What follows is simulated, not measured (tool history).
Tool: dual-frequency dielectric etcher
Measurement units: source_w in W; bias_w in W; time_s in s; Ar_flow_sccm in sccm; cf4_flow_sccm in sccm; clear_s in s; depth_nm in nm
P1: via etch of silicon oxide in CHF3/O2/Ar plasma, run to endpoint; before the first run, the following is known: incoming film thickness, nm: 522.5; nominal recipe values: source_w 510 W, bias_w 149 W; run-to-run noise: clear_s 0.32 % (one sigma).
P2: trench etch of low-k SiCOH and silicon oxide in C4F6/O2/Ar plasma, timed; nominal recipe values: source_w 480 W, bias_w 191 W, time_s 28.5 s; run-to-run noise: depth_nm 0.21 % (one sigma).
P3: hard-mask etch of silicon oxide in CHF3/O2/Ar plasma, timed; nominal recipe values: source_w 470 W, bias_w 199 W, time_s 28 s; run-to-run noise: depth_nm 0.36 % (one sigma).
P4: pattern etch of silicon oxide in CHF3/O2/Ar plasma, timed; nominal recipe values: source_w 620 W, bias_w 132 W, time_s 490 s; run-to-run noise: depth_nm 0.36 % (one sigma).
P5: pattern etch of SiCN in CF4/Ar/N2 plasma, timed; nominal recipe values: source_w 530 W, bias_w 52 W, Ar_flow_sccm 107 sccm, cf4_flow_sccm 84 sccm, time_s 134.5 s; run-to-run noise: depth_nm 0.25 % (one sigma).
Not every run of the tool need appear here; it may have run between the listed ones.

run   hour  process  source_w  bias_w  time_s  Ar_flow_sccm  cf4_flow_sccm  hours since the last wet clean  hours since the last source power generator calibration  hours since the last bias power generator calibration  clear_s  depth_nm
  1    4.9       P1       510     149                                                                131.3                                                    470.7                                                 2700.7   306.65
  2    9.5       P2       650     191    28.5                                                        135.9                                                    475.3                                                 2705.3             110.54
  3   14.1       P1       510     199                                                                140.5                                                    479.9                                                 2709.9   277.85
      17.3  -- source power generator calibrated
  4   17.7       P1       600     201                                                                144.1                                                      0.5                                                 2713.5   259.65
  5   22.2       P3       470     199      28                                                        148.6                                                        5                                                   2718              52.55
  6   25.3       P4       620     178     490                                                        151.7                                                      8.1                                                 2721.1             958.97
  7   29.4       P3       470     199    39.5                                                        155.8                                                     12.2                                                 2725.2             74.069
  8   33.2       P1       510     149                                                                159.6                                                       16                                                   2729   306.34
  9   37.6       P2       480     191    28.5                                                          164                                                     20.4                                                 2733.4             98.136
 10   39.8       P5       730      52   134.5           107             84                           166.2                                                     22.6                                                 2735.6             163.04
 11   42.9       P1       510     149                                                                169.3                                                     25.7                                                 2738.7   305.86
 12   45.3       P1       330     149                                                                171.7                                                     28.1                                                 2741.1   360.22
      48.2  -- wet clean of the chamber
 13   49.1       P4       620     132     273                                                          0.9                                                     31.9                                                 2744.9             483.64
 14   52.4       P1       620     149                                                                  4.2                                                     35.2                                                 2748.2   284.21
 15     56       P3       620     199      28                                                          7.8                                                     38.8                                                 2751.8             58.642
 16     61       P1       510     114                                                                 12.8                                                     43.8                                                 2756.8   332.83
 17   65.7       P2       480     234    28.5                                                         17.5                                                     48.5                                                 2761.5             104.66
 18   68.3       P1       510     149                                                                 20.1                                                     51.1                                                 2764.1    304.5
 19   70.6       P1       510     149                                                                 22.4                                                     53.4                                                 2766.4   305.89
 20   75.4       P5       530      52   176.5           107             84                            27.2                                                     58.2                                                 2771.2             160.58
 21   78.2       P3       470     199      28                                                           30                                                       61                                                   2774             52.336
 22   82.2       P5       530      69   134.5           107             84                              34                                                       65                                                   2778             134.18
 23   85.6       P4       620     132     490                                                         37.4                                                     68.4                                                 2781.4             871.74
 24   88.8       P4       860     132     490                                                         40.6                                                     71.6                                                 2784.6              991.3
 25   91.5       P5       530      52   134.5           107             65                            43.3                                                     74.3                                                 2787.3              117.2
 26   93.8       P5       530      52   134.5            76             84                            45.6                                                     76.6                                                 2789.6              129.2
 27   96.5       P1       620     117                                                                 48.3                                                     79.3                                                 2792.3   306.96
 28   99.9       P2       480     191      21                                                         51.7                                                     82.7                                                 2795.7             72.138
 29  103.3       P5       530      52   134.5           107             84                            55.1                                                     86.1                                                 2799.1             121.91
 30  107.5       P3       470     239      28                                                         59.3                                                     90.3                                                 2803.3             55.951
 31  109.8       P1       360     109                                                                 61.6                                                     92.6                                                 2805.6   385.58
 32  113.4       P1       510     149                                                                 65.2                                                     96.2                                                 2809.2   306.15
 33  117.3       P1       510     149                                                                 69.1                                                    100.1                                                 2813.1    306.9
 34  119.6       P1       510     149                                                                 71.4                                                    102.4                                                 2815.4   309.55
 35  124.3       P1       510     149                                                                 76.1                                                    107.1                                                 2820.1    310.1
     126.5  -- wet clean of the chamber
 36  126.6       P1       510     149                                                                  0.1                                                    109.4                                                 2822.4   308.78
 37  131.3       P1       510     149                                                                  4.8                                                    114.1                                                 2827.1   309.29
 38  133.4       P1       510     149                                                                  6.9                                                    116.2                                                 2829.2   310.45
 39  136.3       P1       510     149                                                                  9.8                                                    119.1                                                 2832.1   311.72
 40  139.1       P1       510     149                                                                 12.6                                                    121.9                                                 2834.9   312.17
 41  143.5       P1       510     149                                                                   17                                                    126.3                                                 2839.3   311.92
 42  147.6       P1       510     149                                                                 21.1                                                    130.4                                                 2843.4   312.05

What P1 gives has crept away from where it was. These 2 causes fit the log equally well, each at the size given:
A: source power that arrives under what is set, % = 4.05
B: bias power that arrives under what is set, % = 4.78
Creep in the process output first set in at about hour 113.4.
Excluded causes, each with its reason:
chamber walls in a state that lowers the etch rate, %: was serviced at hour 126.5, once the creep was under way, yet the earlier output never came back

Each of the 4 check runs below uses one wafer; its results are left as question marks. Which run tells the causes apart?
check 1  151.7       P4       620     132     490                                                                                                                                                                                               ?
check 2  151.7       P2       480     191    28.5                                                                                                                                                                                               ?
check 3  151.7       P5       530      52   134.5           107             84                                                                                                                                                                  ?
check 4  151.7       P3       470     199      28                                                                                                                                                                                               ?

Check results expected under each cause:
  check    result    if A    if B
check 1  depth_nm   857.8  858.54
check 2  depth_nm  96.596  96.667
check 3  depth_nm  117.95  120.53
check 4  depth_nm  51.641  51.571
Distance between the nearest two causes, measured in the result of the check that separates them most: check 1 0.09 %; check 2 0.07 %; check 3 2.16 %; check 4 0.14 %
Check 3 is the one run that separates the causes; every other check would come out nearly the same whichever cause is at work.

The results of check 3 are: depth_nm 117.81 nm. Based on these, which of the listed causes is it?

The correct cause is A, namely: source power that arrives under what is set, %.

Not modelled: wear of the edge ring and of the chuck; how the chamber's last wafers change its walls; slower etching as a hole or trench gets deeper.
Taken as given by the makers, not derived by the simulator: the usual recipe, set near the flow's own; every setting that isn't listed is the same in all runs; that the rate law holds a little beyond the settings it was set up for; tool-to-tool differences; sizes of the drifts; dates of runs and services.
